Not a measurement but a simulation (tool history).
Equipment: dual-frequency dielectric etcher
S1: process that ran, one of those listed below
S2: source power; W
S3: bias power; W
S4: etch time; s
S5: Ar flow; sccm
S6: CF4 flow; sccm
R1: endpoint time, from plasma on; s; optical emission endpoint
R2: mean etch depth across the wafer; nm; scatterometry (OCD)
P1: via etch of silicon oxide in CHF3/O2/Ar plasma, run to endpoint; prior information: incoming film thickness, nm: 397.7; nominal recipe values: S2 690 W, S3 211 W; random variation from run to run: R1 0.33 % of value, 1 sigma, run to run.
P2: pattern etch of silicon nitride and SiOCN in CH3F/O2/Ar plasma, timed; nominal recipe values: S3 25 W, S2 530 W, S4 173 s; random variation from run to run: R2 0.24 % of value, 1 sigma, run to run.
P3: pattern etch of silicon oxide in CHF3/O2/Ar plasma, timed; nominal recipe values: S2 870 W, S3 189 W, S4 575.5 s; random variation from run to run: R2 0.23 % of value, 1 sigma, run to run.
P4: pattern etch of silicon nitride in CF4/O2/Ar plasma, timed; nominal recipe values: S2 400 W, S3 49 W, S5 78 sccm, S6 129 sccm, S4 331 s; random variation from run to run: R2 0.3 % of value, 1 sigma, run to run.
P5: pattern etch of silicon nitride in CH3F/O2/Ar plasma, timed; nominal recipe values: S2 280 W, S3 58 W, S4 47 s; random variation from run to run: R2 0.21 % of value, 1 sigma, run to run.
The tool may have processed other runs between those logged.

run 1 hour=8 | S1=P1 S2=690 S3=211 | R1=184.93
run 2 hour=13.6 | S1=P2 S2=530 S3=16 S4=173 | R2=21.907
run 3 hour=23.2 | S1=P4 S2=400 S3=49 S4=331 S5=99 S6=129 | R2=532.86
run 4 hour=32.8 | S1=P1 S2=690 S3=211 | R1=184.26
run 5 hour=42.1 | S1=P3 S2=870 S3=189 S4=575.5 | R2=1320.1
run 6 hour=51.8 | S1=P5 S2=280 S3=58 S4=47 | R2=26.642
run 7 hour=59.4 | S1=P1 S2=540 S3=280 | R1=181.84
run 8 hour=65.2 | S1=P5 S2=280 S3=35 S4=47 | R2=22.707
run 9 hour=70.8 | S1=P4 S2=400 S3=49 S4=331 S5=78 S6=129 | R2=548.09
run 10 hour=80 | S1=P1 S2=690 S3=211 | R1=184.16
run 11 hour=88 | S1=P2 S2=530 S3=25 S4=173 | R2=26.437
run 12 hour=94.4 | S1=P2 S2=660 S3=25 S4=173 | R2=28.5
run 13 hour=101.6 | S1=P3 S2=870 S3=137 S4=575.5 | R2=1186.2
run 14 hour=109.8 | S1=P5 S2=280 S3=58 S4=26 | R2=14.696
run 15 hour=116 | S1=P5 S2=280 S3=58 S4=47 | R2=26.593
run 16 hour=127.1 | S1=P1 S2=690 S3=130 | R1=216.59
run 17 hour=137.3 | S1=P4 S2=400 S3=49 S4=331 S5=78 S6=178 | R2=562.87
run 18 hour=142.4 | S1=P4 S2=250 S3=49 S4=331 S5=78 S6=129 | R2=362.55
run 19 hour=152.4 | S1=P4 S2=400 S3=49 S4=200 S5=78 S6=129 | R2=330.51
run 20 hour=163.1 | S1=P3 S2=870 S3=189 S4=816.5 | R2=1869.1
run 21 hour=168.9 | S1=P2 S2=530 S3=25 S4=118 | R2=17.985
run 22 hour=175 | S1=P1 S2=570 S3=174 | R1=211.35
run 23 hour=180.8 | S1=P5 S2=390 S3=58 S4=47 | R2=30.201
run 24 hour=192.3 | S1=P4 S2=400 S3=32 S4=331 S5=78 S6=129 | R2=472.28
run 25 hour=197.6 | S1=P1 S2=690 S3=211 | R1=184.87
run 26 hour=207.2 | S1=P3 S2=870 S3=189 S4=575.5 | R2=1315.6
run 27 hour=212.5 | S1=P1 S2=690 S3=211 | R1=183.8
run 28 hour=221.7 | S1=P1 S2=690 S3=211 | R1=184.2
run 29 hour=230.5 | S1=P1 S2=410 S3=211 | R1=224.23
run 30 hour=241.5 | S1=P1 S2=840 S3=271 | R1=156.97
run 31 hour=252.4 | S1=P1 S2=910 S3=211 | R1=164.7
run 32 hour=257.5 | S1=P3 S2=600 S3=189 S4=575.5 | R2=1147.3
run 33 hour=267.4 | S1=P4 S2=400 S3=49 S4=331 S5=78 S6=129 | R2=546
run 34 hour=275.8 | S1=P1 S2=690 S3=251 | R1=172.64
run 35 hour=287.2 | S1=P1 S2=690 S3=211 | R1=184.08
run 36 hour=296.2 | S1=P1 S2=690 S3=211 | R1=185.25
run 37 hour=307.2 | S1=P1 S2=690 S3=211 | R1=185.81
run 38 hour=312.2 | S1=P1 S2=690 S3=211 | R1=186.71
run 39 hour=319.9 | S1=P1 S2=690 S3=211 | R1=186.66
-- hour=321.4 wet clean of the chamber
run 40 hour=329.9 | S1=P1 S2=690 S3=211 | R1=187.18
run 41 hour=336.9 | S1=P1 S2=690 S3=211 | R1=186.66
run 42 hour=345.9 | S1=P1 S2=690 S3=211 | R1=187.65
run 43 hour=355 | S1=P1 S2=690 S3=211 | R1=187.4
run 44 hour=361.9 | S1=P1 S2=690 S3=211 | R1=188.22

What P1 gives has crept off from where it sat before. The 2 causes that follow fit the log equally well, each at the size noted:
A: source power that arrives under what is set, % = 4.3
B: bias power that arrives under what is set, % = 4.77
The process output started creeping at around hour 287.2.
Other possible causes, and why each is ruled out:
chamber walls in a state that lowers the etch rate, %: maintenance at hour 321.4, after the shift began, did not return the process to its former output

The check runs listed below each take one wafer, and their results are still question marks. Under which run would the listed causes lead to clearly different results?
run check 1 hour=368.8 | S1=P2 S2=530 S3=17 S4=173 | R2=?
run check 2 hour=368.8 | S1=P5 S2=280 S3=43 S4=29.5 | R2=?
run check 3 hour=368.8 | S1=P4 S2=400 S3=40 S4=331 S5=78 S6=129 | R2=?
run check 4 hour=368.8 | S1=P3 S2=620 S3=189 S4=575.5 | R2=?

Expected result of each check under each candidate cause:
check=check_1 result=R2 if_A=22.043 if_B=21.954
check=check_2 result=R2 if_A=14.878 if_B=14.908
check=check_3 result=R2 if_A=490.23 if_B=501.21
check=check_4 result=R2 if_A=1137.9 if_B=1138.2
How far apart the two closest causes lie, in the result that separates them most: check 1 0.41 %; check 2 0.2 %; check 3 2.22 %; check 4 0.03 %
Check 3 distinguishes between the causes, while the remaining checks would return nearly the same result for all of them.

The results of check 3 are: R2 492.14 nm. Based on these, which of the listed causes is it?

It was cause A: source power that arrives under what is set, %.
